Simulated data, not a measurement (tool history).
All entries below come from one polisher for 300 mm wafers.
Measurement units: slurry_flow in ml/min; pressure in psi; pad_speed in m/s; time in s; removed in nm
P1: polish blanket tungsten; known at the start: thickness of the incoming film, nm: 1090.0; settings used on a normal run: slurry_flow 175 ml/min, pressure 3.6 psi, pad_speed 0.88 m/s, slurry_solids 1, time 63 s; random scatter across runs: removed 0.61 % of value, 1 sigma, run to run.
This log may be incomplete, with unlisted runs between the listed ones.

| run | hour | slurry_flow | pressure | pad_speed | slurry_solids | time | removed |
|---|---|---|---|---|---|---|---|
| 1 | 6.8 | 175 | 3.6 | 0.88 | 1 | 63 | 220.39 |
| 2 | 10.6 | 175 | 3.6 | 0.58 | 1 | 63 | 144.13 |
| 3 | 17.7 | 175 | 3.6 | 0.88 | 1 | 63 | 221.05 |
| 4 | 23.6 | 175 | 3.6 | 0.88 | 1 | 63 | 222.08 |
|  | 26.3 | head pressure recalibrated |
| 5 | 29.8 | 175 | 3.6 | 0.88 | 1 | 43 | 151.87 |
| 6 | 35.2 | 175 | 1.6 | 0.88 | 1 | 63 | 97.593 |
| 7 | 39.7 | 175 | 3.6 | 0.88 | 1 | 63 | 220.27 |
| 8 | 43.5 | 175 | 3.6 | 0.88 | 1 | 63 | 220.61 |
|  | 46 | slurry blender recalibrated |
| 9 | 49.7 | 250 | 3.6 | 0.88 | 1 | 43 | 158 |
| 10 | 55.8 | 175 | 3.6 | 0.88 | 0.6 | 63 | 193.17 |
| 11 | 61.9 | 175 | 5.7 | 0.88 | 1 | 63 | 344.07 |
| 12 | 68.1 | 105 | 3.6 | 0.88 | 1 | 63 | 198.05 |
| 13 | 72.1 | 175 | 3.6 | 1.38 | 1 | 63 | 344.16 |
| 14 | 76.9 | 175 | 3.6 | 0.88 | 1 | 97 | 339.97 |
| 15 | 82.3 | 175 | 3.6 | 0.88 | 1.5 | 63 | 243.02 |
| 16 | 87.3 | 255 | 3.6 | 0.88 | 1 | 63 | 230.91 |
| 17 | 93.1 | 175 | 3.6 | 0.88 | 1 | 63 | 221.14 |
| 18 | 97.7 | 175 | 3.6 | 0.88 | 1 | 63 | 220.93 |
| 19 | 104.6 | 175 | 3.6 | 0.88 | 1 | 63 | 213.55 |
| 20 | 110.4 | 175 | 3.6 | 0.88 | 1 | 63 | 210.66 |
| 21 | 115.7 | 175 | 3.6 | 0.88 | 1 | 63 | 205.41 |
| 22 | 119.5 | 175 | 3.6 | 0.88 | 1 | 63 | 208.84 |
|  | 124.9 | worn pad replaced by a new one |
| 23 | 126.7 | 175 | 3.6 | 0.88 | 1 | 63 | 204.28 |
|  | 126.9 | head pressure recalibrated |
| 24 | 133.5 | 175 | 3.6 | 0.88 | 1 | 63 | 204.76 |

Run 25 has not been measured yet. What should we expect?
|  | 137.9 | slurry tank refilled with fresh slurry and peroxide |
| 25 | 138.7 | 175 | 3.6 | 0.88 | 1 | 63 | ? |

{"run 25": {"removed": 205.71}}
